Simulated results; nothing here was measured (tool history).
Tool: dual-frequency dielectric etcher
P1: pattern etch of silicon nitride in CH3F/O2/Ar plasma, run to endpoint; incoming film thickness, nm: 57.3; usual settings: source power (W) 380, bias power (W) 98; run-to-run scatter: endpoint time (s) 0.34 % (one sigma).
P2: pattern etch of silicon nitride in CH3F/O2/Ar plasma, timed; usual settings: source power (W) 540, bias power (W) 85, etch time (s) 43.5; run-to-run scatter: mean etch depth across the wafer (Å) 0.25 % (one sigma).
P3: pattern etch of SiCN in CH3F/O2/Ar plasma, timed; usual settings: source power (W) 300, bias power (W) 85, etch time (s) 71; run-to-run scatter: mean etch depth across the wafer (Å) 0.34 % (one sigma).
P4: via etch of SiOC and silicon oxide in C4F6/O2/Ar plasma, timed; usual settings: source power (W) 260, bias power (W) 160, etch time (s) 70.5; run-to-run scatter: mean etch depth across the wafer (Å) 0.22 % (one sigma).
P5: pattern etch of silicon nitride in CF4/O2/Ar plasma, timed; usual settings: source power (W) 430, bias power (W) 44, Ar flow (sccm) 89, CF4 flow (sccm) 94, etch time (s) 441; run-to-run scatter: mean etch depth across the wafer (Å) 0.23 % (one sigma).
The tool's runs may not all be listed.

| run | day | process that ran | source power (W) | bias power (W) | etch time (s) | Ar flow (sccm) | CF4 flow (sccm) | hours since the last wet clean | hours since the last source power generator calibration | hours since the last bias power generator calibration | endpoint time (s) | mean etch depth across the wafer (Å) |
|---|---|---|---|---|---|---|---|---|---|---|---|---|
| 1 | 0.583 | P1 | 380 | 98 |  |  |  | 328.1 | 1465.8 | 312.1 | 76.709 |  |
| 2 | 0.996 | P1 | 380 | 70 |  |  |  | 338 | 1475.7 | 322 | 87.162 |  |
| 3 | 1.529 | P3 | 300 | 101 | 71 |  |  | 350.8 | 1488.5 | 334.8 |  | 271.22 |
| 4 | 1.942 | P1 | 510 | 118 |  |  |  | 360.7 | 1498.4 | 344.7 | 64.214 |  |
| 5 | 2.412 | P4 | 340 | 160 | 70.5 |  |  | 372 | 1509.7 | 356 |  | 731.28 |
| 6 | 2.996 | P4 | 260 | 160 | 70.5 |  |  | 386 | 1523.7 | 370 |  | 658.09 |
| 7 | 3.667 | P5 | 570 | 44 | 441 | 89 | 94 | 402.1 | 1539.8 | 386.1 |  | 9012.2 |
| 8 | 4.312 | P2 | 540 | 85 | 58.5 |  |  | 417.6 | 1555.3 | 401.6 |  | 484.77 |
| 9 | 4.75 | P1 | 520 | 98 |  |  |  | 428.1 | 1565.8 | 412.1 | 68.714 |  |
| 10 | 5.046 | P2 | 540 | 114 | 43.5 |  |  | 435.2 | 1572.9 | 419.2 |  | 400.68 |
| 11 | 5.346 | P1 | 530 | 73 |  |  |  | 442.4 | 1580.1 | 426.4 | 75.976 |  |
| 12 | 5.988 | P2 | 540 | 85 | 43.5 |  |  | 457.8 | 1595.5 | 441.8 |  | 360.02 |
| 13 | 6.471 | P3 | 300 | 85 | 71 |  |  | 469.4 | 1607.1 | 453.4 |  | 256.46 |
| 14 | 6.879 | P3 | 380 | 85 | 71 |  |  | 479.2 | 1616.9 | 463.2 |  | 276.22 |
| 15 | 7.233 | P4 | 260 | 130 | 70.5 |  |  | 487.7 | 1625.4 | 471.7 |  | 617.54 |
| 16 | 7.696 | P1 | 380 | 98 |  |  |  | 498.8 | 1636.5 | 482.8 | 76.388 |  |
| 17 | 8.162 | P1 | 380 | 98 |  |  |  | 510 | 1647.7 | 494 | 77.302 |  |
| 18 | 8.567 | P1 | 240 | 98 |  |  |  | 519.7 | 1657.4 | 503.7 | 91.014 |  |
| 19 | 9.196 | P5 | 430 | 44 | 441 | 89 | 94 | 534.8 | 1672.5 | 518.8 |  | 7015.9 |
| 20 | 9.646 | P5 | 430 | 58 | 441 | 89 | 94 | 545.6 | 1683.3 | 529.6 |  | 7857.8 |
| 21 | 10.204 | P1 | 380 | 124 |  |  |  | 559 | 1696.7 | 543 | 70.656 |  |
| 22 | 10.729 | P5 | 430 | 44 | 441 | 69 | 94 | 571.6 | 1709.3 | 555.6 |  | 7253.5 |
| 23 | 11.358 | P5 | 430 | 44 | 441 | 89 | 94 | 586.7 | 1724.4 | 570.7 |  | 7042.8 |
| 24 | 11.85 | P2 | 730 | 85 | 43.5 |  |  | 598.5 | 1736.2 | 582.5 |  | 403.98 |
| 25 | 12.342 | P1 | 380 | 98 |  |  |  | 610.3 | 1748 | 594.3 | 76.446 |  |
| 26 | 12.896 | P5 | 430 | 44 | 441 | 89 | 72 | 623.6 | 1761.3 | 607.6 |  | 6782.7 |
| 27 | 13.3 | P3 | 300 | 85 | 39 |  |  | 633.3 | 1771 | 617.3 |  | 139.45 |
| 28 | 13.721 | P1 | 380 | 98 |  |  |  | 643.4 | 1781.1 | 627.4 | 77.255 |  |
| 29 | 14.267 | P5 | 430 | 44 | 662.5 | 89 | 94 | 656.5 | 1794.2 | 640.5 |  | 10599 |
| 30 | 14.583 | P1 | 380 | 98 |  |  |  | 664.1 | 1801.8 | 648.1 | 76.643 |  |
| 31 | 15.138 | P2 | 540 | 85 | 43.5 |  |  | 677.4 | 1815.1 | 661.4 |  | 360.12 |
| 32 | 15.508 | P4 | 260 | 160 | 39 |  |  | 686.3 | 1824 | 670.3 |  | 364.74 |
| 33 | 16.146 | P1 | 380 | 98 |  |  |  | 701.6 | 1839.3 | 685.6 | 76.786 |  |
| 34 | 16.504 | P1 | 380 | 98 |  |  |  | 710.2 | 1847.9 | 694.2 | 76.41 |  |
| 35 | 17.175 | P1 | 380 | 98 |  |  |  | 726.3 | 1864 | 710.3 | 76.118 |  |
| 36 | 17.475 | P1 | 380 | 98 |  |  |  | 733.5 | 1871.2 | 717.5 | 75.804 |  |
| 37 | 17.862 | P1 | 380 | 98 |  |  |  | 742.8 | 1880.5 | 726.8 | 75.811 |  |
|  | 18.421 | wet clean of the chamber |
| 38 | 18.512 | P1 | 380 | 98 |  |  |  | 2.2 | 1896.1 | 742.4 | 76.083 |  |
| 39 | 18.85 | P1 | 380 | 98 |  |  |  | 10.3 | 1904.2 | 750.5 | 75.901 |  |
| 40 | 19.3 | P1 | 380 | 98 |  |  |  | 21.1 | 1915 | 761.3 | 75.821 |  |
| 41 | 19.688 | P1 | 380 | 98 |  |  |  | 30.4 | 1924.3 | 770.6 | 75.996 |  |
| 42 | 20.108 | P1 | 380 | 98 |  |  |  | 40.5 | 1934.4 | 780.7 | 75.341 |  |
| 43 | 20.508 | P1 | 380 | 98 |  |  |  | 50.1 | 1944 | 790.3 | 75.42 |  |

What P1 gives has crept away from where it was. These 2 causes fit the log equally well, each at the size given:
A: source power that arrives over what is set, % = 4.75
B: bias power that arrives over what is set, % = 4.8
The creep began at about day 16.146.
Why every other cause is out:
chamber walls in a state that raises the etch rate, %: serviced at day 18.421, which brought nothing back

4 check runs are offered, one wafer each, their results left as question marks. Which one tells the causes apart?
| check 1 | 20.908 | P2 | 720 | 85 | 53 |  |  |  |  |  |  | ? |
| check 2 | 20.908 | P3 | 300 | 100 | 71 |  |  |  |  |  |  | ? |
| check 3 | 20.908 | P4 | 300 | 160 | 45.5 |  |  |  |  |  |  | ? |
| check 4 | 20.908 | P5 | 530 | 44 | 614 | 89 | 94 |  |  |  |  | ? |

What each check would give under each cause:
| check | result | if A | if B |
|---|---|---|---|
| check 1 | mean etch depth across the wafer (Å) | 499.1 | 498.27 |
| check 2 | mean etch depth across the wafer (Å) | 274.99 | 275.27 |
| check 3 | mean etch depth across the wafer (Å) | 457.77 | 456.44 |
| check 4 | mean etch depth across the wafer (Å) | 12276 | 11989 |
How far apart the two closest causes lie, in the result that separates them most: check 1 0.17 %; check 2 0.1 %; check 3 0.29 %; check 4 2.37 %
Check 4 tells the causes apart: in the others they would give nearly the same result.

Then check 4 was run and gave: mean etch depth across the wafer (Å) 11988. Which cause is it?

It is B: bias power that arrives over what is set, %.
